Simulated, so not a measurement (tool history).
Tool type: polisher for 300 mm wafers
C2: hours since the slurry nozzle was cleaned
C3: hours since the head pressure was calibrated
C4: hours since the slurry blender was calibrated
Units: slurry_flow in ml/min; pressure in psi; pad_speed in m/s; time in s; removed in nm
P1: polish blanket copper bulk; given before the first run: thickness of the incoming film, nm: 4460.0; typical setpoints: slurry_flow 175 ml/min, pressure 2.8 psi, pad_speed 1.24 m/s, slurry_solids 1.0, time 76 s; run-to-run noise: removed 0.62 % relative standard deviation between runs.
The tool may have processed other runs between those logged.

run 1 hour=10.1 | slurry_flow=175 pressure=2.8 pad_speed=1.24 slurry_solids=1.0 time=76 | wafers_polished_on_this_pad=432 C2=230.5 C3=591.6 C4=359.6 | removed=871.18
run 2 hour=20.7 | slurry_flow=175 pressure=2.8 pad_speed=0.82 slurry_solids=1.0 time=76 | wafers_polished_on_this_pad=500 C2=241.1 C3=602.2 C4=370.2 | removed=575.36
run 3 hour=34.0 | slurry_flow=175 pressure=2.8 pad_speed=1.24 slurry_solids=1.3 time=76 | wafers_polished_on_this_pad=585 C2=254.4 C3=615.5 C4=383.5 | removed=918.54
run 4 hour=43.3 | slurry_flow=175 pressure=2.8 pad_speed=1.24 slurry_solids=1.0 time=76 | wafers_polished_on_this_pad=644 C2=263.7 C3=624.8 C4=392.8 | removed=863.80
run 5 hour=54.2 | slurry_flow=175 pressure=4.1 pad_speed=0.88 slurry_solids=1.0 time=76 | wafers_polished_on_this_pad=714 C2=274.6 C3=635.7 C4=403.7 | removed=900.25
run 6 hour=62.2 | slurry_flow=175 pressure=3.8 pad_speed=1.24 slurry_solids=1.0 time=76 | wafers_polished_on_this_pad=765 C2=282.6 C3=643.7 C4=411.7 | removed=1174.30
run 7 hour=75.2 | slurry_flow=175 pressure=1.7 pad_speed=1.24 slurry_solids=1.0 time=76 | wafers_polished_on_this_pad=848 C2=295.6 C3=656.7 C4=424.7 | removed=532.64
run 8 hour=86.5 | slurry_flow=105 pressure=2.8 pad_speed=1.24 slurry_solids=1.0 time=76 | wafers_polished_on_this_pad=921 C2=306.9 C3=668.0 C4=436.0 | removed=788.33
run 9 hour=93.5 | slurry_flow=175 pressure=1.3 pad_speed=1.24 slurry_solids=1.0 time=103 | wafers_polished_on_this_pad=965 C2=313.9 C3=675.0 C4=443.0 | removed=541.67
run 10 hour=102.3 | slurry_flow=175 pressure=2.8 pad_speed=0.74 slurry_solids=0.6 time=76 | wafers_polished_on_this_pad=1022 C2=322.7 C3=683.8 C4=451.8 | removed=467.19
run 11 hour=116.9 | slurry_flow=175 pressure=2.8 pad_speed=1.24 slurry_solids=1.0 time=107 | wafers_polished_on_this_pad=1115 C2=337.3 C3=698.4 C4=466.4 | removed=1228.10
run 12 hour=125.0 | slurry_flow=220 pressure=2.8 pad_speed=1.24 slurry_solids=1.0 time=76 | wafers_polished_on_this_pad=1167 C2=345.4 C3=706.5 C4=474.5 | removed=898.98
run 13 hour=136.8 | slurry_flow=175 pressure=2.8 pad_speed=1.24 slurry_solids=1.0 time=76 | wafers_polished_on_this_pad=1242 C2=357.2 C3=718.3 C4=486.3 | removed=869.71
run 14 hour=145.0 | slurry_flow=175 pressure=2.8 pad_speed=1.24 slurry_solids=0.5 time=76 | wafers_polished_on_this_pad=1295 C2=365.4 C3=726.5 C4=494.5 | removed=744.33
run 15 hour=157.4 | slurry_flow=175 pressure=2.8 pad_speed=1.88 slurry_solids=1.0 time=76 | wafers_polished_on_this_pad=1374 C2=377.8 C3=738.9 C4=506.9 | removed=1313.80
run 16 hour=172.9 | slurry_flow=175 pressure=2.8 pad_speed=1.24 slurry_solids=1.0 time=76 | wafers_polished_on_this_pad=1473 C2=393.3 C3=754.4 C4=522.4 | removed=869.34
run 17 hour=186.3 | slurry_flow=175 pressure=2.8 pad_speed=1.24 slurry_solids=1.0 time=76 | wafers_polished_on_this_pad=1559 C2=406.7 C3=767.8 C4=535.8 | removed=863.79
run 18 hour=196.0 | slurry_flow=175 pressure=2.8 pad_speed=1.24 slurry_solids=1.0 time=35 | wafers_polished_on_this_pad=1621 C2=416.4 C3=777.5 C4=545.5 | removed=401.21
run 19 hour=207.9 | slurry_flow=175 pressure=2.8 pad_speed=1.24 slurry_solids=1.0 time=76 | wafers_polished_on_this_pad=1697 C2=428.3 C3=789.4 C4=557.4 | removed=868.94
run 20 hour=222.5 | slurry_flow=175 pressure=2.8 pad_speed=1.24 slurry_solids=1.0 time=76 | wafers_polished_on_this_pad=1790 C2=442.9 C3=804.0 C4=572.0 | removed=862.21
run 21 hour=237.5 | slurry_flow=175 pressure=2.8 pad_speed=1.24 slurry_solids=1.0 time=76 | wafers_polished_on_this_pad=1886 C2=457.9 C3=819.0 C4=587.0 | removed=844.98
run 22 hour=246.1 | slurry_flow=175 pressure=2.8 pad_speed=1.24 slurry_solids=1.0 time=76 | wafers_polished_on_this_pad=1941 C2=466.5 C3=827.6 C4=595.6 | removed=840.33
run 23 hour=258.7 | slurry_flow=175 pressure=2.8 pad_speed=1.24 slurry_solids=1.0 time=76 | wafers_polished_on_this_pad=2022 C2=479.1 C3=840.2 C4=608.2 | removed=818.56
run 24 hour=272.1 | slurry_flow=175 pressure=2.8 pad_speed=1.24 slurry_solids=1.0 time=76 | wafers_polished_on_this_pad=2108 C2=492.5 C3=853.6 C4=621.6 | removed=823.00
-- hour=273.7 worn pad replaced by a new one
run 25 hour=286.5 | slurry_flow=175 pressure=2.8 pad_speed=1.24 slurry_solids=1.0 time=76 | wafers_polished_on_this_pad=81 C2=506.9 C3=868.0 C4=636.0 | removed=814.88
-- hour=297.5 slurry blender recalibrated
run 26 hour=298.5 | slurry_flow=175 pressure=2.8 pad_speed=1.24 slurry_solids=1.0 time=76 | wafers_polished_on_this_pad=158 C2=518.9 C3=880.0 C4=1.1 | removed=810.88
run 27 hour=312.0 | slurry_flow=175 pressure=2.8 pad_speed=1.24 slurry_solids=1.0 time=76 | wafers_polished_on_this_pad=245 C2=532.4 C3=893.5 C4=14.6 | removed=809.97
run 28 hour=324.0 | slurry_flow=175 pressure=2.8 pad_speed=1.24 slurry_solids=1.0 time=76 | wafers_polished_on_this_pad=321 C2=544.4 C3=905.5 C4=26.6 | removed=804.97
run 29 hour=339.5 | slurry_flow=175 pressure=2.8 pad_speed=1.24 slurry_solids=1.0 time=76 | wafers_polished_on_this_pad=420 C2=559.9 C3=921.0 C4=42.1 | removed=803.85

P1 has crept away from where it was. The log is fitted equally well by each of these 2 causes, at the sizes shown:
A: head's pressure below its setpoint, % = 8.09
B: slurry flow missing at the pad, % = 36.6
The gradual shift began around hour 222.5.
Other possible causes, and why each is ruled out:
removal rate lost through wear of the pad, %: serviced after onset, at hour 273.7, with no recovery of the prior output
abrasive missing from the slurry, %: serviced after onset, at hour 297.5, with no recovery of the prior output

Which of the 4 check runs listed below, each an average over 5 wafers with its results shown as question marks, gives clearly different results under the different listed causes?
run check 1 hour=355.0 | slurry_flow=175 pressure=2.1 pad_speed=1.24 slurry_solids=0.80 time=76 | removed=?
run check 2 hour=355.0 | slurry_flow=175 pressure=2.8 pad_speed=1.24 slurry_solids=0.85 time=40 | removed=?
run check 3 hour=355.0 | slurry_flow=175 pressure=2.8 pad_speed=1.62 slurry_solids=0.60 time=76 | removed=?
run check 4 hour=355.0 | slurry_flow=135 pressure=3.5 pad_speed=1.24 slurry_solids=1.00 time=76 | removed=?

Predicted outcomes, by check and by cause:
check=check_1 result=removed if_A=572.34 if_B=572.27
check=check_2 result=removed if_A=406.77 if_B=406.72
check=check_3 result=removed if_A=939.95 if_B=939.83
check=check_4 result=removed if_A=957.15 if_B=935.97
Gap, in per cent, between the two causes that each check separates least, read from the result that separates them most: check 1 0.01 %; check 2 0.01 %; check 3 0.01 %; check 4 2.24 %
Only check 4 tells the causes apart: in the others they would give nearly the same result.

The results of check 4 are: removed 936.59 nm. Based on these, which of the listed causes is it?

It is B: slurry flow missing at the pad, %.
